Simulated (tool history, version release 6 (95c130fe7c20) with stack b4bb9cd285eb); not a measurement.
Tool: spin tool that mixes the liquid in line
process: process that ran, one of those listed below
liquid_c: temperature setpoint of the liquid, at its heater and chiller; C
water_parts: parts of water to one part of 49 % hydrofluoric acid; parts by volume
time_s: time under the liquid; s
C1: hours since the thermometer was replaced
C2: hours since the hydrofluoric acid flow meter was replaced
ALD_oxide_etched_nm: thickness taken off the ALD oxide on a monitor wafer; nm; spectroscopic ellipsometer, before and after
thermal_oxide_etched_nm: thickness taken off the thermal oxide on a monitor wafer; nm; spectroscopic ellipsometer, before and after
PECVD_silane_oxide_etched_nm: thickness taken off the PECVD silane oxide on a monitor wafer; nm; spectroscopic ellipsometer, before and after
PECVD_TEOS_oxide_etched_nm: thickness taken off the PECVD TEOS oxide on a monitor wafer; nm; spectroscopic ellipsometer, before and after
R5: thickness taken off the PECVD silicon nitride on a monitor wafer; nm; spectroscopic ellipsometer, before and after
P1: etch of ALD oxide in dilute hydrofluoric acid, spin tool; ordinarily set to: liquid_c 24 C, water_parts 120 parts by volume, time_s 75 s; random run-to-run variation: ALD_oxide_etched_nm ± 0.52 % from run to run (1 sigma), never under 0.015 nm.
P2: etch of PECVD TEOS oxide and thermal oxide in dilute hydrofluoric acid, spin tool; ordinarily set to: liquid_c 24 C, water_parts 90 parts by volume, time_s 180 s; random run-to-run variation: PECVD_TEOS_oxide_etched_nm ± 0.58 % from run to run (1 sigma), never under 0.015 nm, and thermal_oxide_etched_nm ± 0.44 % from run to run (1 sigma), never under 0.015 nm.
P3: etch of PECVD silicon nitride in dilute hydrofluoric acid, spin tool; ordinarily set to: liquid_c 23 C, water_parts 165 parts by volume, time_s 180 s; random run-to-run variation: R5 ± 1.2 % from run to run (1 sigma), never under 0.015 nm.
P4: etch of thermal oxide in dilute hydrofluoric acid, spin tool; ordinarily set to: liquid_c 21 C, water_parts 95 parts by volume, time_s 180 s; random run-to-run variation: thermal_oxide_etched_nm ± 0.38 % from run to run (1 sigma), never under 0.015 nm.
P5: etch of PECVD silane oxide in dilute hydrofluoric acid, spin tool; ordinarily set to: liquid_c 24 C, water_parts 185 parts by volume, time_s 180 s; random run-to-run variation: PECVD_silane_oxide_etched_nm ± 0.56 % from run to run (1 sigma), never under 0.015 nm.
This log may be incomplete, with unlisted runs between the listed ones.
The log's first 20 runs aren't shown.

Run 21, day 9.938: process P1, liquid_c 24 C, water_parts 120 parts by volume, time_s 75 s; C1 588.9; C2 1645.1. Result: ALD_oxide_etched_nm 6.5762 nm.
Run 22, day 10.571: process P1, liquid_c 24 C, water_parts 120 parts by volume, time_s 75 s; C1 604.1; C2 1660.3. Result: ALD_oxide_etched_nm 6.5505 nm.
Run 23, day 11.167: process P3, liquid_c 23 C, water_parts 290 parts by volume, time_s 180 s; C1 618.4; C2 1674.6. Result: R5 1.0356 nm.
At day 11.375: thermometer replaced.
Run 24, day 11.467: process P1, liquid_c 29 C, water_parts 120 parts by volume, time_s 75 s; C1 2.2; C2 1681.8. Result: ALD_oxide_etched_nm 7.9637 nm.
Run 25, day 11.8: process P3, liquid_c 23 C, water_parts 165 parts by volume, time_s 180 s; C1 10.2; C2 1689.8. Result: R5 1.833 nm.
Run 26, day 12.088: process P1, liquid_c 24 C, water_parts 120 parts by volume, time_s 15 s; C1 17.1; C2 1696.7. Result: ALD_oxide_etched_nm 1.313 nm.
Run 27, day 12.588: process P4, liquid_c 21 C, water_parts 95 parts by volume, time_s 180 s; C1 29.1; C2 1708.7. Result: thermal_oxide_etched_nm 7.973 nm.
Run 28, day 13.104: process P1, liquid_c 24 C, water_parts 45 parts by volume, time_s 75 s; C1 41.5; C2 1721.1. Result: ALD_oxide_etched_nm 19.427 nm.
Run 29, day 13.483: process P3, liquid_c 18 C, water_parts 165 parts by volume, time_s 180 s; C1 50.6; C2 1730.2. Result: R5 1.25 nm.
Run 30, day 13.829: process P1, liquid_c 24 C, water_parts 175 parts by volume, time_s 75 s; C1 58.9; C2 1738.5. Result: ALD_oxide_etched_nm 4.2471 nm.
Run 31, day 14.4: process P1, liquid_c 24 C, water_parts 50 parts by volume, time_s 110 s; C1 72.6; C2 1752.2. Result: ALD_oxide_etched_nm 25.337 nm.
Run 32, day 14.95: process P2, liquid_c 24 C, water_parts 90 parts by volume, time_s 180 s; C1 85.8; C2 1765.4. Result: thermal_oxide_etched_nm 9.5106 nm, PECVD_TEOS_oxide_etched_nm 16.991 nm.
Run 33, day 15.4: process P1, liquid_c 24 C, water_parts 120 parts by volume, time_s 75 s; C1 96.6; C2 1776.2. Result: ALD_oxide_etched_nm 6.6108 nm.
Run 34, day 15.738: process P1, liquid_c 24 C, water_parts 120 parts by volume, time_s 75 s; C1 104.7; C2 1784.3. Result: ALD_oxide_etched_nm 6.6676 nm.
Run 35, day 16.3: process P1, liquid_c 24 C, water_parts 120 parts by volume, time_s 75 s; C1 118.2; C2 1797.8. Result: ALD_oxide_etched_nm 6.7892 nm.
Run 36, day 16.921: process P1, liquid_c 24 C, water_parts 120 parts by volume, time_s 75 s; C1 133.1; C2 1812.7. Result: ALD_oxide_etched_nm 7.0061 nm.
Run 37, day 17.458: process P1, liquid_c 24 C, water_parts 120 parts by volume, time_s 75 s; C1 146; C2 1825.6. Result: ALD_oxide_etched_nm 6.9981 nm.
Run 38, day 17.917: process P1, liquid_c 24 C, water_parts 120 parts by volume, time_s 75 s; C1 157; C2 1836.6. Result: ALD_oxide_etched_nm 7.1205 nm.
Run 39, day 18.296: process P1, liquid_c 24 C, water_parts 120 parts by volume, time_s 75 s; C1 166.1; C2 1845.7. Result: ALD_oxide_etched_nm 7.0802 nm.
Run 40, day 18.954: process P1, liquid_c 24 C, water_parts 120 parts by volume, time_s 75 s; C1 181.9; C2 1861.5. Result: ALD_oxide_etched_nm 7.1669 nm.

The next listed run, before its measurement:
Run 41, day 19.454: process P1, liquid_c 24 C, water_parts 120 parts by volume, time_s 75 s; C1 193.9; C2 1873.5. Result: ALD_oxide_etched_nm ?.

ALD_oxide_etched_nm: 7.1477 nm

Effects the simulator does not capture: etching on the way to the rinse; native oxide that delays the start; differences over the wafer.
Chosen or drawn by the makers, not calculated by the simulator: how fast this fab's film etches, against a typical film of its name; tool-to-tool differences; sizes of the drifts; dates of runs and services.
